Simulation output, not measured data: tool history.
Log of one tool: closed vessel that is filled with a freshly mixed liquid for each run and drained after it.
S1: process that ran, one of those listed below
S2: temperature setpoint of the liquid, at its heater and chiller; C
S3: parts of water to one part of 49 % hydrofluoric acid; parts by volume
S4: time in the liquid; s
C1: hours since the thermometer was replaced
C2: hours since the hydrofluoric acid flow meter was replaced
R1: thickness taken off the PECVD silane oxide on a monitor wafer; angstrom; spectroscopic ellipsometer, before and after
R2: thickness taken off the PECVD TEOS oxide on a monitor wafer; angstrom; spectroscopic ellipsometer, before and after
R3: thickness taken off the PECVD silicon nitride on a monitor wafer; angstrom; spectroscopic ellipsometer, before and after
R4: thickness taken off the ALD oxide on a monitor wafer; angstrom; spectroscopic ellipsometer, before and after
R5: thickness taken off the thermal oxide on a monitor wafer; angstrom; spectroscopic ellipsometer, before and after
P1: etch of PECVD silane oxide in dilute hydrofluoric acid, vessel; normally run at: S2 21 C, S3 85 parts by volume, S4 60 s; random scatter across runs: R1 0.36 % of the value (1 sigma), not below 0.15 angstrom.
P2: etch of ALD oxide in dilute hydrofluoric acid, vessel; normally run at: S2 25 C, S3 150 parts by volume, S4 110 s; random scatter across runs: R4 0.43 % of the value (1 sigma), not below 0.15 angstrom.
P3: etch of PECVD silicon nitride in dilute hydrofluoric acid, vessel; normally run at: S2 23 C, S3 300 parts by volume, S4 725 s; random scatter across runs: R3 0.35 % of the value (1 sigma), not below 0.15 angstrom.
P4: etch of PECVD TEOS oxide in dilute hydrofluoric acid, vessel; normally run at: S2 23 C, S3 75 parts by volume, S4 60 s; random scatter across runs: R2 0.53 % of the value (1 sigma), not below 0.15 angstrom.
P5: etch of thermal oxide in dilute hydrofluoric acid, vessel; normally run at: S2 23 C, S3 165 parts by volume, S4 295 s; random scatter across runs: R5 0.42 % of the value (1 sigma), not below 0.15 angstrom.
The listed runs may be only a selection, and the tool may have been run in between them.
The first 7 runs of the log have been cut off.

-- hour=32.3 thermometer replaced
run 8 hour=33.0 | S1=P4 S2=17 S3=75 S4=60 | C1=0.7 C2=92.5 | R2=123.45
run 9 hour=37.0 | S1=P5 S2=23 S3=165 S4=295 | C1=4.7 C2=96.5 | R5=75.365
run 10 hour=40.1 | S1=P3 S2=23 S3=300 S4=725 | C1=7.8 C2=99.6 | R3=129.440
run 11 hour=44.6 | S1=P1 S2=21 S3=85 S4=115 | C1=12.3 C2=104.1 | R1=427.42
run 12 hour=48.5 | S1=P3 S2=23 S3=125 S4=725 | C1=16.2 C2=108.0 | R3=305.590
run 13 hour=53.1 | S1=P3 S2=17 S3=300 S4=725 | C1=20.8 C2=112.6 | R3=88.327
run 14 hour=55.3 | S1=P1 S2=21 S3=45 S4=30 | C1=23.0 C2=114.8 | R1=220.84
run 15 hour=58.8 | S1=P1 S2=17 S3=85 S4=60 | C1=26.5 C2=118.3 | R1=187.91
run 16 hour=61.8 | S1=P2 S2=25 S3=150 S4=40 | C1=29.5 C2=121.3 | R4=25.163
run 17 hour=65.5 | S1=P5 S2=23 S3=165 S4=295 | C1=33.2 C2=125.0 | R5=75.428
run 18 hour=70.0 | S1=P2 S2=25 S3=235 S4=110 | C1=37.7 C2=129.5 | R4=41.003
run 19 hour=74.4 | S1=P1 S2=21 S3=85 S4=60 | C1=42.1 C2=133.9 | R1=223.12
run 20 hour=77.2 | S1=P5 S2=17 S3=165 S4=295 | C1=44.9 C2=136.7 | R5=59.535
run 21 hour=81.8 | S1=P1 S2=25 S3=45 S4=60 | C1=49.5 C2=141.3 | R1=520.95
run 22 hour=84.1 | S1=P5 S2=23 S3=40 S4=295 | C1=51.8 C2=143.6 | R5=358.940

Predict the results of run 23:
run 23 hour=86.4 | S1=P1 S2=21 S3=85 S4=60 | C1=54.1 C2=145.9 | R1=?

{"run 23": {"R1": 222.25}}

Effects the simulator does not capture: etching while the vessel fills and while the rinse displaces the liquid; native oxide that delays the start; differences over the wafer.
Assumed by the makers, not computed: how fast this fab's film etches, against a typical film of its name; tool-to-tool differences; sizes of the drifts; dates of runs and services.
